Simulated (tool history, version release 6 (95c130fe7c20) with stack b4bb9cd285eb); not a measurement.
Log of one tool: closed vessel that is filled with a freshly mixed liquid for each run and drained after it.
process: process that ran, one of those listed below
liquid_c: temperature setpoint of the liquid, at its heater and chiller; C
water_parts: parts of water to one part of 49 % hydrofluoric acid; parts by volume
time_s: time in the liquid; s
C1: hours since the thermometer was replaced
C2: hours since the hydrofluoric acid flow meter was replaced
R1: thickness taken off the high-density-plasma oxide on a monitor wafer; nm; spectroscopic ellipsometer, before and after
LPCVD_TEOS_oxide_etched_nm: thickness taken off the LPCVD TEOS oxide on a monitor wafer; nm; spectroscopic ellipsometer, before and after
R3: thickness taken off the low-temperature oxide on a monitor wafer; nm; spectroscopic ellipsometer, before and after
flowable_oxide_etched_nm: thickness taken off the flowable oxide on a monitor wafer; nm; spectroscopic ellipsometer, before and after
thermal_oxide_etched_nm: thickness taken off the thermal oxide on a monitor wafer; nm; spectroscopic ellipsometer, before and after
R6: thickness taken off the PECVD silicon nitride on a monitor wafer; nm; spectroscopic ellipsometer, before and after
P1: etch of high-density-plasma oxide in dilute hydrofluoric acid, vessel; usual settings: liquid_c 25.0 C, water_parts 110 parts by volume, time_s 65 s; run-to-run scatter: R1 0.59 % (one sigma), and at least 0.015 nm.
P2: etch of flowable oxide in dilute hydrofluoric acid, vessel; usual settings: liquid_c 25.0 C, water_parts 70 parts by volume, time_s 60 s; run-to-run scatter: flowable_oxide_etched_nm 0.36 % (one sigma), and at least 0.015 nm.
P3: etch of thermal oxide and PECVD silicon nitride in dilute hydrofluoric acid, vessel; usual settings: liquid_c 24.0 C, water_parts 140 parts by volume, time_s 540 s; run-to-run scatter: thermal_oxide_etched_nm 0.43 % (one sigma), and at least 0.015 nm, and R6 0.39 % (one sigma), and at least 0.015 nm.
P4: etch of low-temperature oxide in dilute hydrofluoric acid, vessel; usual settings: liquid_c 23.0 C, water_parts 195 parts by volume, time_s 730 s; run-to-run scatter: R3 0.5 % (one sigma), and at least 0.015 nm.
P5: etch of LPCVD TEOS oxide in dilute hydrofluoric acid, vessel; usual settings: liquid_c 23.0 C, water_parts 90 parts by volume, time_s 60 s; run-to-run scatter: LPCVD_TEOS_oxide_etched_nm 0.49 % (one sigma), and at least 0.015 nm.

Run 1, hour 8.4: process P1, liquid_c 25.0 C, water_parts 110 parts by volume, time_s 65 s; C1 892.3; C2 1490.0. Result: R1 5.0987 nm.
Run 2, hour 22.3: process P5, liquid_c 23.0 C, water_parts 90 parts by volume, time_s 60 s; C1 906.2; C2 1503.9. Result: LPCVD_TEOS_oxide_etched_nm 10.5590 nm.
Run 3, hour 30.6: process P1, liquid_c 25.0 C, water_parts 110 parts by volume, time_s 30 s; C1 914.5; C2 1512.2. Result: R1 2.3487 nm.
Run 4, hour 37.7: process P1, liquid_c 25.0 C, water_parts 155 parts by volume, time_s 120 s; C1 921.6; C2 1519.3. Result: R1 6.3501 nm.
Run 5, hour 50.6: process P4, liquid_c 23.0 C, water_parts 195 parts by volume, time_s 730 s; C1 934.5; C2 1532.2. Result: R3 51.644 nm.
Run 6, hour 60.3: process P5, liquid_c 23.0 C, water_parts 130 parts by volume, time_s 60 s; C1 944.2; C2 1541.9. Result: LPCVD_TEOS_oxide_etched_nm 6.9913 nm.
Run 7, hour 68.8: process P1, liquid_c 25.0 C, water_parts 110 parts by volume, time_s 65 s; C1 952.7; C2 1550.4. Result: R1 5.0604 nm.
Run 8, hour 81.5: process P2, liquid_c 25.0 C, water_parts 70 parts by volume, time_s 120 s; C1 965.4; C2 1563.1. Result: flowable_oxide_etched_nm 75.917 nm.
Run 9, hour 96.5: process P3, liquid_c 24.0 C, water_parts 250 parts by volume, time_s 540 s; C1 980.4; C2 1578.1. Result: thermal_oxide_etched_nm 8.18510 nm, R6 3.98400 nm.
Run 10, hour 109.1: process P1, liquid_c 25.0 C, water_parts 110 parts by volume, time_s 65 s; C1 993.0; C2 1590.7. Result: R1 5.1112 nm.
Run 11, hour 121.9: process P1, liquid_c 25.0 C, water_parts 110 parts by volume, time_s 110 s; C1 1005.8; C2 1603.5. Result: R1 8.5695 nm.
Run 12, hour 131.4: process P4, liquid_c 23.0 C, water_parts 195 parts by volume, time_s 1160 s; C1 1015.3; C2 1613.0. Result: R3 82.463 nm.
Run 13, hour 145.1: process P3, liquid_c 24.0 C, water_parts 140 parts by volume, time_s 30 s; C1 1029.0; C2 1626.7. Result: thermal_oxide_etched_nm 0.90852 nm, R6 0.39471 nm.
Run 14, hour 154.4: process P4, liquid_c 27.0 C, water_parts 195 parts by volume, time_s 730 s; C1 1038.3; C2 1636.0. Result: R3 60.242 nm.
Run 15, hour 168.2: process P1, liquid_c 29.0 C, water_parts 110 parts by volume, time_s 65 s; C1 1052.1; C2 1649.8. Result: R1 5.9132 nm.
Run 16, hour 176.5: process P1, liquid_c 25.0 C, water_parts 110 parts by volume, time_s 65 s; C1 1060.4; C2 1658.1. Result: R1 5.0646 nm.
Run 17, hour 183.2: process P5, liquid_c 23.0 C, water_parts 90 parts by volume, time_s 30 s; C1 1067.1; C2 1664.8. Result: LPCVD_TEOS_oxide_etched_nm 5.2882 nm.
Run 18, hour 189.9: process P4, liquid_c 23.0 C, water_parts 75 parts by volume, time_s 730 s; C1 1073.8; C2 1671.5. Result: R3 154.060 nm.
Run 19, hour 198.2: process P1, liquid_c 25.0 C, water_parts 150 parts by volume, time_s 65 s; C1 1082.1; C2 1679.8. Result: R1 3.5973 nm.
Run 20, hour 207.8: process P1, liquid_c 25.0 C, water_parts 110 parts by volume, time_s 65 s; C1 1091.7; C2 1689.4. Result: R1 5.1029 nm.
Run 21, hour 221.1: process P3, liquid_c 24.0 C, water_parts 140 parts by volume, time_s 540 s; C1 1105.0; C2 1702.7. Result: thermal_oxide_etched_nm 16.46900 nm, R6 7.08700 nm.
Run 22, hour 235.6: process P5, liquid_c 17.0 C, water_parts 90 parts by volume, time_s 60 s; C1 1119.5; C2 1717.2. Result: LPCVD_TEOS_oxide_etched_nm 8.2067 nm.
Run 23, hour 243.6: process P1, liquid_c 19.5 C, water_parts 110 parts by volume, time_s 65 s; C1 1127.5; C2 1725.2. Result: R1 4.1258 nm.
Run 24, hour 251.6: process P1, liquid_c 25.0 C, water_parts 50 parts by volume, time_s 65 s; C1 1135.5; C2 1733.2. Result: R1 12.0910 nm.
Run 25, hour 261.7: process P3, liquid_c 24.0 C, water_parts 140 parts by volume, time_s 540 s; C1 1145.6; C2 1743.3. Result: thermal_oxide_etched_nm 16.50500 nm, R6 7.04750 nm.

The next listed run, before its measurement:
Run 26, hour 276.9: process P2, liquid_c 25.0 C, water_parts 105 parts by volume, time_s 60 s; C1 1160.8; C2 1758.5. Result: flowable_oxide_etched_nm ?.

Run 26 gave flowable_oxide_etched_nm 24.332 nm.

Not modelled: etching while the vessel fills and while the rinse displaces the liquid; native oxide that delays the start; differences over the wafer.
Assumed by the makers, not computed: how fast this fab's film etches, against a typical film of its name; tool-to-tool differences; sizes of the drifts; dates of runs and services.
